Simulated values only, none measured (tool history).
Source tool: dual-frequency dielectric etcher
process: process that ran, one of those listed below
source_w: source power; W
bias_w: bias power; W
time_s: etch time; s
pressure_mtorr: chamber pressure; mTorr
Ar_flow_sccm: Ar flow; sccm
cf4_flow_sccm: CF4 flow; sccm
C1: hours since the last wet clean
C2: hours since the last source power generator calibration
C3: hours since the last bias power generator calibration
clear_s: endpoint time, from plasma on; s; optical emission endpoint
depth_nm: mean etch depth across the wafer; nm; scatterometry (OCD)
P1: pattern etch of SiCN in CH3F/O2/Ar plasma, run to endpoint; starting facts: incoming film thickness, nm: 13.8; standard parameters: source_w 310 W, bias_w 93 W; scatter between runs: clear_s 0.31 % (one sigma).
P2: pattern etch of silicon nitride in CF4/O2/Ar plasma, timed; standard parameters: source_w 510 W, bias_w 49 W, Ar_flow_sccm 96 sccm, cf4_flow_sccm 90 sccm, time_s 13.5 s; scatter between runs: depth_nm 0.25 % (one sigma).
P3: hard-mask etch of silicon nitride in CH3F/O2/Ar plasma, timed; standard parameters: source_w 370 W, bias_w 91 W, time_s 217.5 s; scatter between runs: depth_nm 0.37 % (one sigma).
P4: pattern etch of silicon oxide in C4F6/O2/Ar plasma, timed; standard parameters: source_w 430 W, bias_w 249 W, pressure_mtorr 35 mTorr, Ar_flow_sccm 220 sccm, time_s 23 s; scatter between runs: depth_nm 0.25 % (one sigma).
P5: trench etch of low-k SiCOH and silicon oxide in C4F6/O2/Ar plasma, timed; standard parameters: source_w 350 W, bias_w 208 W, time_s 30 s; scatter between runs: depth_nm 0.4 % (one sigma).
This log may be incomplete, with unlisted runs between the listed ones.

{"run": 1, "day": 0.421, "process": "P1", "source_w": 310, "bias_w": 93, "C1": 294.7, "C2": 328.5, "C3": 2269.8, "clear_s": 36.92}
{"run": 2, "day": 0.808, "process": "P1", "source_w": 310, "bias_w": 93, "C1": 304, "C2": 337.8, "C3": 2279.1, "clear_s": 36.893}
{"run": 3, "day": 1.192, "process": "P5", "source_w": 350, "bias_w": 256, "time_s": 30, "C1": 313.2, "C2": 347, "C3": 2288.3, "depth_nm": 101.55}
{"run": 4, "day": 1.779, "process": "P5", "source_w": 350, "bias_w": 208, "time_s": 20, "C1": 327.3, "C2": 361.1, "C3": 2302.4, "depth_nm": 63.544}
{"run": 5, "day": 2.454, "process": "P4", "source_w": 430, "bias_w": 249, "time_s": 23, "pressure_mtorr": 35, "Ar_flow_sccm": 220, "C1": 343.5, "C2": 377.3, "C3": 2318.6, "depth_nm": 85.802}
{"run": 6, "day": 2.85, "process": "P5", "source_w": 460, "bias_w": 208, "time_s": 30, "C1": 353, "C2": 386.8, "C3": 2328.1, "depth_nm": 105.77}
{"run": 7, "day": 3.471, "process": "P2", "source_w": 510, "bias_w": 49, "time_s": 13.5, "Ar_flow_sccm": 96, "cf4_flow_sccm": 70, "C1": 367.9, "C2": 401.7, "C3": 2343, "depth_nm": 24.802}
{"run": 8, "day": 3.871, "process": "P2", "source_w": 650, "bias_w": 49, "time_s": 13.5, "Ar_flow_sccm": 96, "cf4_flow_sccm": 90, "C1": 377.5, "C2": 411.3, "C3": 2352.6, "depth_nm": 31.531}
{"run": 9, "day": 4.446, "process": "P1", "source_w": 230, "bias_w": 93, "C1": 391.3, "C2": 425.1, "C3": 2366.4, "clear_s": 41.17}
{"run": 10, "day": 5.1, "process": "P2", "source_w": 510, "bias_w": 49, "time_s": 13.5, "Ar_flow_sccm": 96, "cf4_flow_sccm": 90, "C1": 407, "C2": 440.8, "C3": 2382.1, "depth_nm": 25.68}
{"run": 11, "day": 5.425, "process": "P3", "source_w": 370, "bias_w": 74, "time_s": 217.5, "C1": 414.8, "C2": 448.6, "C3": 2389.9, "depth_nm": 149.15}
{"run": 12, "day": 5.962, "process": "P1", "source_w": 310, "bias_w": 120, "C1": 427.7, "C2": 461.5, "C3": 2402.8, "clear_s": 33.224}
{"run": 13, "day": 6.375, "process": "P1", "source_w": 310, "bias_w": 93, "C1": 437.6, "C2": 471.4, "C3": 2412.7, "clear_s": 36.743}
{"run": 14, "day": 7.062, "process": "P2", "source_w": 510, "bias_w": 49, "time_s": 13.5, "Ar_flow_sccm": 116, "cf4_flow_sccm": 90, "C1": 454.1, "C2": 487.9, "C3": 2429.2, "depth_nm": 24.989}
{"run": 15, "day": 7.738, "process": "P1", "source_w": 210, "bias_w": 110, "C1": 470.3, "C2": 504.1, "C3": 2445.4, "clear_s": 39.697}
{"run": 16, "day": 8.304, "process": "P4", "source_w": 430, "bias_w": 249, "time_s": 23, "pressure_mtorr": 45, "Ar_flow_sccm": 220, "C1": 483.9, "C2": 517.7, "C3": 2459, "depth_nm": 83.645}
{"run": 17, "day": 8.721, "process": "P2", "source_w": 510, "bias_w": 49, "time_s": 9.5, "Ar_flow_sccm": 96, "cf4_flow_sccm": 90, "C1": 493.9, "C2": 527.7, "C3": 2469, "depth_nm": 17.979}
{"run": 18, "day": 9.221, "process": "P2", "source_w": 510, "bias_w": 67, "time_s": 13.5, "Ar_flow_sccm": 96, "cf4_flow_sccm": 90, "C1": 505.9, "C2": 539.7, "C3": 2481, "depth_nm": 29.034}
{"run": 19, "day": 9.562, "process": "P1", "source_w": 310, "bias_w": 93, "C1": 514.1, "C2": 547.9, "C3": 2489.2, "clear_s": 36.802}
{"run": 20, "day": 10.15, "process": "P1", "source_w": 310, "bias_w": 72, "C1": 528.2, "C2": 562, "C3": 2503.3, "clear_s": 40.379}
{"run": 21, "day": 10.725, "process": "P5", "source_w": 350, "bias_w": 208, "time_s": 30, "C1": 542, "C2": 575.8, "C3": 2517.1, "depth_nm": 95.071}
{"run": 22, "day": 11.208, "process": "P3", "source_w": 370, "bias_w": 91, "time_s": 217.5, "C1": 553.6, "C2": 587.4, "C3": 2528.7, "depth_nm": 160.12}
{"run": 23, "day": 11.6, "process": "P4", "source_w": 430, "bias_w": 249, "time_s": 30.5, "pressure_mtorr": 35, "Ar_flow_sccm": 220, "C1": 563, "C2": 596.8, "C3": 2538.1, "depth_nm": 114.07}
{"run": 24, "day": 12.129, "process": "P1", "source_w": 310, "bias_w": 93, "C1": 575.7, "C2": 609.5, "C3": 2550.8, "clear_s": 36.613}
{"run": 25, "day": 12.671, "process": "P3", "source_w": 270, "bias_w": 91, "time_s": 217.5, "C1": 588.7, "C2": 622.5, "C3": 2563.8, "depth_nm": 142.22}
{"run": 26, "day": 13.254, "process": "P3", "source_w": 370, "bias_w": 91, "time_s": 290, "C1": 602.7, "C2": 636.5, "C3": 2577.8, "depth_nm": 215.71}
{"run": 27, "day": 13.571, "process": "P1", "source_w": 380, "bias_w": 93, "C1": 610.3, "C2": 644.1, "C3": 2585.4, "clear_s": 34.028}
{"run": 28, "day": 13.933, "process": "P4", "source_w": 430, "bias_w": 309, "time_s": 23, "pressure_mtorr": 35, "Ar_flow_sccm": 220, "C1": 619, "C2": 652.8, "C3": 2594.1, "depth_nm": 92.114}
{"run": 29, "day": 14.525, "process": "P1", "source_w": 310, "bias_w": 93, "C1": 633.2, "C2": 667, "C3": 2608.3, "clear_s": 36.737}
{"run": 30, "day": 15.154, "process": "P4", "source_w": 560, "bias_w": 249, "time_s": 23, "pressure_mtorr": 35, "Ar_flow_sccm": 220, "C1": 648.3, "C2": 682.1, "C3": 2623.4, "depth_nm": 94.61}
{"run": 31, "day": 15.717, "process": "P4", "source_w": 430, "bias_w": 249, "time_s": 23, "pressure_mtorr": 35, "Ar_flow_sccm": 301, "C1": 661.8, "C2": 695.6, "C3": 2636.9, "depth_nm": 82.797}
{"run": 32, "day": 16.396, "process": "P1", "source_w": 310, "bias_w": 93, "C1": 678.1, "C2": 711.9, "C3": 2653.2, "clear_s": 36.559}
{"run": 33, "day": 17.05, "process": "P1", "source_w": 310, "bias_w": 93, "C1": 693.8, "C2": 727.6, "C3": 2668.9, "clear_s": 36.585}
{"run": 34, "day": 17.538, "process": "P1", "source_w": 310, "bias_w": 93, "C1": 705.5, "C2": 739.3, "C3": 2680.6, "clear_s": 36.375}
{"run": 35, "day": 18.146, "process": "P1", "source_w": 310, "bias_w": 93, "C1": 720.1, "C2": 753.9, "C3": 2695.2, "clear_s": 36.231}
{"run": 36, "day": 18.588, "process": "P1", "source_w": 310, "bias_w": 93, "C1": 730.7, "C2": 764.5, "C3": 2705.8, "clear_s": 36.051}
{"run": 37, "day": 18.888, "process": "P1", "source_w": 310, "bias_w": 93, "C1": 737.9, "C2": 771.7, "C3": 2713, "clear_s": 36.169}
{"day": 19.204, "done": "wet clean of the chamber"}
{"run": 38, "day": 19.458, "process": "P1", "source_w": 310, "bias_w": 93, "C1": 6.1, "C2": 785.4, "C3": 2726.7, "clear_s": 36.172}
{"run": 39, "day": 19.867, "process": "P1", "source_w": 310, "bias_w": 93, "C1": 15.9, "C2": 795.2, "C3": 2736.5, "clear_s": 36.148}
{"run": 40, "day": 20.479, "process": "P1", "source_w": 310, "bias_w": 93, "C1": 30.6, "C2": 809.9, "C3": 2751.2, "clear_s": 36.243}
{"run": 41, "day": 20.925, "process": "P1", "source_w": 310, "bias_w": 93, "C1": 41.3, "C2": 820.6, "C3": 2761.9, "clear_s": 36.236}

Compared with where it was, what P1 gives has crept away. Each cause listed below fits the log as well as the rest, at the size given for it:
A: source power that arrives over what is set, % = 4.36
B: bias power that arrives over what is set, % = 4.23
The gradual shift began around day 16.396.
Excluded causes, each with its reason:
chamber walls in a state that raises the etch rate, %: serviced after onset, at day 19.204, with no recovery of the prior output

Below are 4 check runs, each on a single wafer, with their results shown as question marks. Which of them would tell the listed causes apart, meaning the causes would give clearly different results under it?
{"run": "check 1", "day": 21.371, "process": "P3", "source_w": 370, "bias_w": 91, "time_s": 217.5, "depth_nm": "?"}
{"run": "check 2", "day": 21.371, "process": "P5", "source_w": 350, "bias_w": 208, "time_s": 30, "depth_nm": "?"}
{"run": "check 3", "day": 21.371, "process": "P4", "source_w": 430, "bias_w": 249, "time_s": 23, "pressure_mtorr": 35, "Ar_flow_sccm": 220, "depth_nm": "?"}
{"run": "check 4", "day": 21.371, "process": "P2", "source_w": 510, "bias_w": 49, "time_s": 13.5, "Ar_flow_sccm": 96, "cf4_flow_sccm": 90, "depth_nm": "?"}

If the cause were each of the candidates in turn, the checks would give the following:
check=check_1 result=depth_nm if_A=163.06 if_B=162.92
check=check_2 result=depth_nm if_A=96.598 if_B=96.331
check=check_3 result=depth_nm if_A=87.279 if_B=87.072
check=check_4 result=depth_nm if_A=26.56 if_B=25.993
How far apart the two closest causes lie, in the result that separates them most: check 1 0.09 %; check 2 0.28 %; check 3 0.24 %; check 4 2.16 %
The other checks would show nearly matching results whichever cause is true, so check 4 is the only one that separates the causes.

The results of check 4 are: depth_nm 25.936 nm. Based on these, which of the listed causes is it?

It was cause B: bias power that arrives over what is set, %.
